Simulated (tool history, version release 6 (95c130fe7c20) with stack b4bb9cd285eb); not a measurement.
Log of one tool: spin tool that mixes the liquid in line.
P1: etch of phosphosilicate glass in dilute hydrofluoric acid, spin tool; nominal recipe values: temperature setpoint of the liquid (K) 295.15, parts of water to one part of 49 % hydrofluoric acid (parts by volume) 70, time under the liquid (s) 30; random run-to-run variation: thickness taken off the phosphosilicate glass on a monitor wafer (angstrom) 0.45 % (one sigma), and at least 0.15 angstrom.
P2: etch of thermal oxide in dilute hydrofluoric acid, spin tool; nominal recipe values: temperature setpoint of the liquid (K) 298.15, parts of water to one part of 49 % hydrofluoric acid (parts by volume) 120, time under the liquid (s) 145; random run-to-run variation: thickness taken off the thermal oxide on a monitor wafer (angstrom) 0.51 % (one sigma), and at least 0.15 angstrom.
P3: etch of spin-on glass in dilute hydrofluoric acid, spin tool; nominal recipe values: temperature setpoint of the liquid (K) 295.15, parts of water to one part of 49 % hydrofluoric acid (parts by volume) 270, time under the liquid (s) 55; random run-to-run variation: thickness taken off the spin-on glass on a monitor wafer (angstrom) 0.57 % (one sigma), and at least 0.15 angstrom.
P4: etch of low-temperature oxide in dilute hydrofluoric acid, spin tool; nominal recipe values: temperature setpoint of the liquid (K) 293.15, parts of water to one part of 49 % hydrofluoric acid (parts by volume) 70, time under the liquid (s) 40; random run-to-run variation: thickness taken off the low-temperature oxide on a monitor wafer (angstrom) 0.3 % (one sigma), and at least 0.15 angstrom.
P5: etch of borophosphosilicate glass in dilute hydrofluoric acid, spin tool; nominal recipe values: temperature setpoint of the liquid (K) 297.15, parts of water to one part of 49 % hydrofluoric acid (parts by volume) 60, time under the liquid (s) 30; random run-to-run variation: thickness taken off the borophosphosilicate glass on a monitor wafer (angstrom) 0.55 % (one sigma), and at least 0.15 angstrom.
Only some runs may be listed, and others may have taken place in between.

| run | hour | process that ran | temperature setpoint of the liquid (K) | parts of water to one part of 49 % hydrofluoric acid (parts by volume) | time under the liquid (s) | thickness taken off the phosphosilicate glass on a monitor wafer (angstrom) | thickness taken off the low-temperature oxide on a monitor wafer (angstrom) | thickness taken off the spin-on glass on a monitor wafer (angstrom) | thickness taken off the thermal oxide on a monitor wafer (angstrom) | thickness taken off the borophosphosilicate glass on a monitor wafer (angstrom) |
|---|---|---|---|---|---|---|---|---|---|---|
| 1 | 10.8 | P1 | 295.15 | 70 | 30 | 578.08 |  |  |  |  |
| 2 | 16.9 | P1 | 295.15 | 125 | 30 | 302.72 |  |  |  |  |
| 3 | 25.0 | P4 | 293.15 | 70 | 60 |  | 165.410 |  |  |  |
|  | 28.0 | hydrofluoric acid flow meter replaced |
| 4 | 35.4 | P3 | 295.15 | 270 | 30 |  |  | 55.924 |  |  |
| 5 | 43.5 | P1 | 295.15 | 70 | 30 | 576.82 |  |  |  |  |
| 6 | 53.0 | P1 | 295.15 | 30 | 45 | 2159.70 |  |  |  |  |
| 7 | 58.6 | P1 | 295.15 | 70 | 30 | 579.02 |  |  |  |  |
| 8 | 64.0 | P1 | 290.15 | 70 | 15 | 234.47 |  |  |  |  |
| 9 | 74.3 | P3 | 295.15 | 270 | 55 |  |  | 101.830 |  |  |
| 10 | 84.7 | P2 | 301.65 | 120 | 145 |  |  |  | 67.628 |  |
| 11 | 90.7 | P2 | 298.15 | 120 | 145 |  |  |  | 59.632 |  |
| 12 | 96.9 | P1 | 295.15 | 70 | 30 | 577.11 |  |  |  |  |
|  | 100.5 | thermometer replaced |
| 13 | 103.1 | P2 | 298.15 | 120 | 80 |  |  |  | 32.566 |  |
| 14 | 110.6 | P1 | 290.15 | 70 | 15 | 235.49 |  |  |  |  |
| 15 | 120.5 | P5 | 290.15 | 60 | 30 |  |  |  |  | 261.37 |
| 16 | 128.6 | P3 | 299.65 | 270 | 55 |  |  | 120.190 |  |  |
| 17 | 136.5 | P1 | 295.15 | 35 | 30 | 1206.60 |  |  |  |  |
| 18 | 142.8 | P4 | 293.15 | 70 | 40 |  | 110.000 |  |  |  |
| 19 | 150.3 | P4 | 293.15 | 100 | 40 |  | 74.192 |  |  |  |
| 20 | 159.0 | P1 | 303.15 | 70 | 30 | 799.70 |  |  |  |  |
| 21 | 166.6 | P4 | 293.15 | 70 | 40 |  | 110.450 |  |  |  |
| 22 | 174.1 | P3 | 295.15 | 470 | 55 |  |  | 49.421 |  |  |
| 23 | 184.4 | P1 | 290.15 | 70 | 30 | 468.71 |  |  |  |  |
| 24 | 193.3 | P1 | 295.15 | 70 | 15 | 288.54 |  |  |  |  |
| 25 | 202.2 | P1 | 295.15 | 70 | 45 | 869.08 |  |  |  |  |
| 26 | 213.1 | P4 | 290.15 | 70 | 40 |  | 97.750 |  |  |  |
| 27 | 219.9 | P5 | 297.15 | 90 | 30 |  |  |  |  | 225.52 |
| 28 | 225.1 | P5 | 297.15 | 60 | 30 |  |  |  |  | 346.78 |
| 29 | 233.9 | P2 | 298.15 | 20 | 145 |  |  |  | 402.070 |  |
| 30 | 239.6 | P5 | 297.15 | 60 | 50 |  |  |  |  | 582.37 |
| 31 | 249.7 | P2 | 298.15 | 120 | 145 |  |  |  | 59.488 |  |
| 32 | 255.4 | P1 | 295.15 | 70 | 30 | 581.89 |  |  |  |  |
| 33 | 264.5 | P1 | 295.15 | 70 | 30 | 567.34 |  |  |  |  |
| 34 | 273.7 | P1 | 295.15 | 70 | 30 | 561.39 |  |  |  |  |
| 35 | 282.6 | P1 | 295.15 | 70 | 30 | 549.84 |  |  |  |  |
| 36 | 293.9 | P1 | 295.15 | 70 | 30 | 545.52 |  |  |  |  |
| 37 | 299.3 | P1 | 295.15 | 70 | 30 | 546.49 |  |  |  |  |
| 38 | 305.8 | P1 | 295.15 | 70 | 30 | 544.82 |  |  |  |  |
| 39 | 317.1 | P1 | 295.15 | 70 | 30 | 542.95 |  |  |  |  |
| 40 | 325.1 | P1 | 295.15 | 70 | 30 | 542.32 |  |  |  |  |
| 41 | 331.7 | P1 | 295.15 | 70 | 30 | 544.12 |  |  |  |  |
| 42 | 341.0 | P1 | 295.15 | 70 | 30 | 536.04 |  |  |  |  |
| 43 | 346.1 | P1 | 295.15 | 70 | 30 | 542.13 |  |  |  |  |

P1 has crept away from where it was. The log is fitted equally well by each of these 2 causes, at the sizes shown:
A: liquid colder than its thermometer reads (K) = 1.66
B: hydrofluoric acid flow below the setpoint (%) = 6.12
The process output started creeping at around hour 255.4.

Below are 4 check runs, each averaged over 3 wafers, with their results shown as question marks. Which of them would give clearly different results depending on which cause is behind the drift?
| check 1 | 351.2 | P3 | 295.15 | 435 | 55 |  |  | ? |  |  |
| check 2 | 351.2 | P2 | 298.15 | 35 | 85 |  |  |  | ? |  |
| check 3 | 351.2 | P4 | 290.15 | 70 | 60 |  | ? |  |  |  |
| check 4 | 351.2 | P5 | 290.15 | 80 | 30 |  |  |  |  | ? |

Check results expected under each cause:
| check | result | if A | if B |
|---|---|---|---|
| check 1 | thickness taken off the spin-on glass on a monitor wafer (angstrom) | 51.859 | 50.276 |
| check 2 | thickness taken off the thermal oxide on a monitor wafer (angstrom) | 124.070 | 124.420 |
| check 3 | thickness taken off the low-temperature oxide on a monitor wafer (angstrom) | 135.880 | 136.390 |
| check 4 | thickness taken off the borophosphosilicate glass on a monitor wafer (angstrom) | 177.44 | 177.90 |
Smallest distance between any two causes, each pair judged by its most separating result, in per cent: check 1 3.1 %; check 2 0.28 %; check 3 0.37 %; check 4 0.26 %
Check 1 is the one run that separates the causes; every other check would come out nearly the same whichever cause is at work.

Check 1 has now been run. It gave: thickness taken off the spin-on glass on a monitor wafer (angstrom) 50.331. Which of the candidate causes is it?

B is the cause: hydrofluoric acid flow below the setpoint (%).
